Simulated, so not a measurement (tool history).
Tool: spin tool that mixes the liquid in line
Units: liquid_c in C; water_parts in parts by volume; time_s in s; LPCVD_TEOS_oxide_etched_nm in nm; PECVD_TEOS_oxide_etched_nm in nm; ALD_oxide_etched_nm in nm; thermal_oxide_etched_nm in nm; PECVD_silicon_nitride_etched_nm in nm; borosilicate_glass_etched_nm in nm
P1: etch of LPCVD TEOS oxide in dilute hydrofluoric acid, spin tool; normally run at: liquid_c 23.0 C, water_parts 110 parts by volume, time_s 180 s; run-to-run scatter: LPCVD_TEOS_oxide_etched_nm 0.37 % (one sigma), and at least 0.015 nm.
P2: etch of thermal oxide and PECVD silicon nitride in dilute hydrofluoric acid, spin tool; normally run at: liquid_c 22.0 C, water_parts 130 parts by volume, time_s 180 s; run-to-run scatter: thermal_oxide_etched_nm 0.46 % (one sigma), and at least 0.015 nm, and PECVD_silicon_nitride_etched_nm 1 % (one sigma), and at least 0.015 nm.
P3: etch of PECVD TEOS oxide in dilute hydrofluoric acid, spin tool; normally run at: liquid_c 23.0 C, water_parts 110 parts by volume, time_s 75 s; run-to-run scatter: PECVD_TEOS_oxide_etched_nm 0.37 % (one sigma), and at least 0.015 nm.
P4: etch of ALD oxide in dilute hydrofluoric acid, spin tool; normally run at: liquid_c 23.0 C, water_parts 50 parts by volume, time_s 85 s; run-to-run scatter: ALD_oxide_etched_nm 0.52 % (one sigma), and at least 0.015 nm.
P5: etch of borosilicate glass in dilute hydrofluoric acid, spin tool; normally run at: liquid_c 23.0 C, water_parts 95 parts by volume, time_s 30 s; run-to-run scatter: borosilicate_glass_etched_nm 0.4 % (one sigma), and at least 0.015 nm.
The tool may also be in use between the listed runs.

run,day,process,liquid_c,water_parts,time_s,hours since the thermometer was replaced,hours since the hydrofluoric acid flow meter was replaced,LPCVD_TEOS_oxide_etched_nm,PECVD_TEOS_oxide_etched_nm,ALD_oxide_etched_nm,thermal_oxide_etched_nm,PECVD_silicon_nitride_etched_nm,borosilicate_glass_etched_nm
1,0.567,P1,23.0,110,180,531.5,593.6,33.6050,,,,,
2,1.008,P1,23.0,110,180,542.1,604.2,33.5940,,,,,
3,1.654,P3,23.0,110,115,557.6,619.7,,8.8414,,,,
4,2.008,P4,23.0,50,85,566.1,628.2,,,18.803,,,
5,2.646,P1,17.0,110,180,581.4,643.5,26.1390,,,,,
6,3.033,P1,27.5,110,180,590.7,652.8,39.8960,,,,,
7,3.675,P2,22.0,220,180,606.1,668.2,,,,3.1547,1.20220,
8,4.321,P4,29.5,50,85,621.6,683.7,,,24.544,,,
9,4.796,P1,23.0,190,180,633.0,695.1,17.6620,,,,,
10,5.308,P1,23.0,110,180,645.3,707.4,33.2550,,,,,
11,5.771,P1,23.0,110,15,656.4,718.5,2.7814,,,,,
12,6.392,P1,17.0,75,180,671.3,733.4,39.9350,,,,,
13,7.104,P1,23.0,40,180,688.4,750.5,100.4800,,,,,
14,7.783,P5,18.0,95,30,704.7,766.8,,,,,,7.5400
15,8.383,P5,23.0,95,30,719.1,781.2,,,,,,9.2898
16,9.100,P4,23.0,50,160,736.3,798.4,,,35.024,,,
17,9.608,P1,23.0,110,280,748.5,810.6,52.0840,,,,,
18,10.062,P2,22.0,130,180,759.4,821.5,,,,5.9041,2.02660,
19,10.788,P3,23.0,110,75,776.8,838.9,,5.7547,,,,
20,11.125,P4,23.0,75,85,784.9,847.0,,,12.139,,,
21,11.650,P3,23.0,110,75,797.5,859.6,,5.7679,,,,
22,12.242,P2,29.5,130,180,811.7,873.8,,,,7.9140,3.27190,
23,12.654,P1,23.0,150,330,821.6,883.7,42.7850,,,,,
24,13.275,P1,23.0,110,180,836.5,898.6,33.3930,,,,,
25,13.783,P4,23.0,50,85,848.7,910.8,,,18.939,,,
26,14.533,P5,23.0,180,30,866.7,928.8,,,,,,4.4376
27,14.858,P1,17.0,110,75,874.5,936.6,10.9180,,,,,
28,15.379,P5,23.0,95,60,887.0,949.1,,,,,,18.5870
29,15.912,P3,23.0,160,75,899.8,961.9,,3.7671,,,,
30,16.408,P3,30.0,110,75,911.7,973.8,,7.5243,,,,
31,17.142,P2,22.0,130,60,929.3,991.4,,,,1.9879,0.68259,
32,17.579,P1,23.0,110,180,939.8,1001.9,33.5220,,,,,
33,18.288,P1,23.0,110,180,956.8,1018.9,32.4160,,,,,
34,19.004,P1,23.0,110,180,974.0,1036.1,31.7730,,,,,
35,19.388,P1,23.0,110,180,983.2,1045.3,31.5950,,,,,
36,19.792,P1,23.0,110,180,992.9,1055.0,31.4530,,,,,
37,20.204,P1,23.0,110,180,1002.8,1064.9,31.2260,,,,,
38,20.883,P1,23.0,110,180,1019.1,1081.2,31.2530,,,,,
39,21.483,P1,23.0,110,180,1033.5,1095.6,30.8320,,,,,
40,21.867,P1,23.0,110,180,1042.7,1104.8,30.8190,,,,,
41,22.475,P1,23.0,110,180,1057.3,1119.4,30.7980,,,,,
42,22.883,P1,23.0,110,180,1067.1,1129.2,30.6560,,,,,
43,23.450,P1,23.0,110,180,1080.7,1142.8,30.8730,,,,,

What P1 gives has crept away from where it was. These 2 causes fit the log equally well, each at the size given:
A: liquid colder than its thermometer reads (K) = 2.08
B: hydrofluoric acid flow below the setpoint (%) = 7.08
The creep began at about day 17.579.

4 check runs are offered, each on 2 wafers whose results are averaged, their results left as question marks. Which one tells the causes apart?
check 1,24.017,P3,29.0,110,75,,,,?,,,,
check 2,24.017,P5,23.0,175,30,,,,,,,,?
check 3,24.017,P4,28.0,70,85,,,,,?,,,
check 4,24.017,P2,28.0,130,180,,,,,,?,?,

What each check would give under each cause:
check,result,if A,if B
check 1,PECVD_TEOS_oxide_etched_nm,6.7160,6.6764
check 2,borosilicate_glass_etched_nm,4.2481,4.2149
check 3,ALD_oxide_etched_nm,14.724,14.743
check 4,thermal_oxide_etched_nm,6.8567,6.8033
check 4,PECVD_silicon_nitride_etched_nm,2.62260,2.77970
How far apart the two closest causes lie, in the result that separates them most: check 1 0.59 %; check 2 0.79 %; check 3 0.13 %; check 4 5.82 %
Check 4 tells the causes apart: in the others they would give nearly the same result.

Then check 4 was run and gave: thermal_oxide_etched_nm 6.8286 nm; PECVD_silicon_nitride_etched_nm 2.80040 nm. Which cause is it?

It is B: hydrofluoric acid flow below the setpoint (%).
